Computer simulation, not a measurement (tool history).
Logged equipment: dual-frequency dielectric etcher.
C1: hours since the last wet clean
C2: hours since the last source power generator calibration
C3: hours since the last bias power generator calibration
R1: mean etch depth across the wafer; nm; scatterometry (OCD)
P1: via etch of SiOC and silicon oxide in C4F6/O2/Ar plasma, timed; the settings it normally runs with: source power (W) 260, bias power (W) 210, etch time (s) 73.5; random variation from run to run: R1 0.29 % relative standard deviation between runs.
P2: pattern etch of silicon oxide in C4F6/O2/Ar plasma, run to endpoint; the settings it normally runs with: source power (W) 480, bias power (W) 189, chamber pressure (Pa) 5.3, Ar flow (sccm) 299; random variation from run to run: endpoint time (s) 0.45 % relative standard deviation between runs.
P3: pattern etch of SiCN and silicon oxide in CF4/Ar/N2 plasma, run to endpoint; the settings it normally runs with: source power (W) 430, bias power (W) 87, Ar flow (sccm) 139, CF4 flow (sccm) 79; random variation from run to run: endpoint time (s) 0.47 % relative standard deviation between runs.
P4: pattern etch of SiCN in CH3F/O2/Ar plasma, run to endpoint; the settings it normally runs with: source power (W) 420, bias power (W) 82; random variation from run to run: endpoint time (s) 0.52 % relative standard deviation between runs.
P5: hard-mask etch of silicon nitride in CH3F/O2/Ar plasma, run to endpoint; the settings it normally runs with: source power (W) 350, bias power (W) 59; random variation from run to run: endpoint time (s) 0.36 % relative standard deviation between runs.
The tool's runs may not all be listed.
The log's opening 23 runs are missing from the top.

run 24 hour=305.3 | process_that_ran=P2 source_power_(W)=650 bias_power_(W)=189 chamber_pressure_(Pa)=5.3 Ar_flow_(sccm)=299 | C1=378.3 C2=3229.1 C3=969.9 | endpoint_time_(s)=13.254
run 25 hour=313.2 | process_that_ran=P1 source_power_(W)=200 bias_power_(W)=210 etch_time_(s)=73.5 | C1=386.2 C2=3237.0 C3=977.8 | R1=68.452
-- hour=320.6 wet clean of the chamber
run 26 hour=321.4 | process_that_ran=P1 source_power_(W)=260 bias_power_(W)=210 etch_time_(s)=46.0 | C1=0.8 C2=3245.2 C3=986.0 | R1=47.231
run 27 hour=335.3 | process_that_ran=P3 source_power_(W)=430 bias_power_(W)=87 Ar_flow_(sccm)=89 CF4_flow_(sccm)=79 | C1=14.7 C2=3259.1 C3=999.9 | endpoint_time_(s)=18.950
run 28 hour=352.3 | process_that_ran=P3 source_power_(W)=430 bias_power_(W)=87 Ar_flow_(sccm)=139 CF4_flow_(sccm)=79 | C1=31.7 C2=3276.1 C3=1016.9 | endpoint_time_(s)=20.132
run 29 hour=367.5 | process_that_ran=P4 source_power_(W)=580 bias_power_(W)=82 | C1=46.9 C2=3291.3 C3=1032.1 | endpoint_time_(s)=17.454
run 30 hour=383.1 | process_that_ran=P1 source_power_(W)=260 bias_power_(W)=210 etch_time_(s)=73.5 | C1=62.5 C2=3306.9 C3=1047.7 | R1=75.475
run 31 hour=391.7 | process_that_ran=P1 source_power_(W)=260 bias_power_(W)=210 etch_time_(s)=73.5 | C1=71.1 C2=3315.5 C3=1056.3 | R1=75.247
run 32 hour=403.9 | process_that_ran=P1 source_power_(W)=260 bias_power_(W)=210 etch_time_(s)=73.5 | C1=83.3 C2=3327.7 C3=1068.5 | R1=74.506
run 33 hour=415.2 | process_that_ran=P1 source_power_(W)=260 bias_power_(W)=210 etch_time_(s)=73.5 | C1=94.6 C2=3339.0 C3=1079.8 | R1=74.603
-- hour=425.5 wet clean of the chamber
run 34 hour=427.7 | process_that_ran=P1 source_power_(W)=260 bias_power_(W)=210 etch_time_(s)=73.5 | C1=2.2 C2=3351.5 C3=1092.3 | R1=74.273

Run 35 is up next; what results do you expect?
run 35 hour=439.2 | process_that_ran=P1 source_power_(W)=260 bias_power_(W)=210 etch_time_(s)=73.5 | C1=13.7 C2=3363.0 C3=1103.8 | R1=?

Run 35 yielded R1 74.341 nm.
